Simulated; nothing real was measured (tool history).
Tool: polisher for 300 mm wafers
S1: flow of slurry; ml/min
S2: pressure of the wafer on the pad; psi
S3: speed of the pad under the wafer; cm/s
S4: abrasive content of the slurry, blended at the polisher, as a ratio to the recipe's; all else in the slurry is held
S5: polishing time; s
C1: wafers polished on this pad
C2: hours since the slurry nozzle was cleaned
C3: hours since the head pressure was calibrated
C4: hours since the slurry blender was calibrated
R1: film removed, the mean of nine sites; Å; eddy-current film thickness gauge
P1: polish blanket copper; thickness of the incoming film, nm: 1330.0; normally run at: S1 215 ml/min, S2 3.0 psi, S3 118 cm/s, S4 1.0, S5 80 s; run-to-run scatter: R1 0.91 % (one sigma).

run,hour,S1,S2,S3,S4,S5,C1,C2,C3,C4,R1
1,15.2,215,3.0,118,1.0,80,561,410.1,104.1,88.4,3453.50
2,25.4,215,3.0,118,1.0,80,642,420.3,114.3,98.6,3522.90
3,35.6,215,3.0,188,1.0,80,723,430.5,124.5,108.8,5522.00
4,44.9,215,1.4,118,1.0,80,798,439.8,133.8,118.1,1620.50
5,56.3,215,3.0,118,1.0,123,888,451.2,145.2,129.5,5331.50
6,64.8,215,3.0,118,1.5,80,956,459.7,153.7,138.0,3728.60
7,76.6,215,4.3,118,1.0,80,1050,471.5,165.5,149.8,5010.30
8,92.7,280,3.0,118,1.0,80,1179,487.6,181.6,165.9,3570.30
9,108.2,215,3.0,118,0.5,80,1303,503.1,197.1,181.4,2975.00
10,123.0,215,1.4,68,1.0,80,1421,517.9,211.9,196.2,928.87
11,135.3,215,3.0,74,1.0,124,1519,530.2,224.2,208.5,3323.00
12,144.7,215,3.0,68,1.0,80,1594,539.6,233.6,217.9,1972.10
13,158.4,215,3.8,118,0.6,80,1703,553.3,247.3,231.6,3935.10
# hour 167.5: head pressure recalibrated
14,170.8,130,3.0,118,1.0,80,1802,565.7,3.3,244.0,3188.80
15,179.4,215,3.0,118,1.0,50,1871,574.3,11.9,252.6,2173.10
16,189.5,215,3.0,118,1.0,80,1951,584.4,22.0,262.7,3536.70
17,202.8,215,3.0,118,1.0,80,2057,597.7,35.3,276.0,3457.00
18,216.4,215,3.0,118,1.0,80,2166,611.3,48.9,289.6,3477.00
19,223.7,215,3.0,118,1.0,80,2224,618.6,56.2,296.9,3441.10
20,234.7,215,3.0,118,1.0,80,2312,629.6,67.2,307.9,3404.50
21,244.7,215,3.0,118,1.0,80,2392,639.6,77.2,317.9,3299.10
22,255.4,215,3.0,118,1.0,80,2477,650.3,87.9,328.6,3226.00
# hour 260.9: head pressure recalibrated
23,262.9,215,3.0,118,1.0,80,2537,657.8,2.1,336.1,3332.60
# hour 266.7: worn pad replaced by a new one
24,274.9,215,3.0,118,1.0,80,66,669.8,14.1,348.1,3298.60

The next listed run, before its measurement:
25,289.1,215,3.0,118,1.0,80,179,684.0,28.3,362.3,?

Run 25 gave R1 3179.50 Å.

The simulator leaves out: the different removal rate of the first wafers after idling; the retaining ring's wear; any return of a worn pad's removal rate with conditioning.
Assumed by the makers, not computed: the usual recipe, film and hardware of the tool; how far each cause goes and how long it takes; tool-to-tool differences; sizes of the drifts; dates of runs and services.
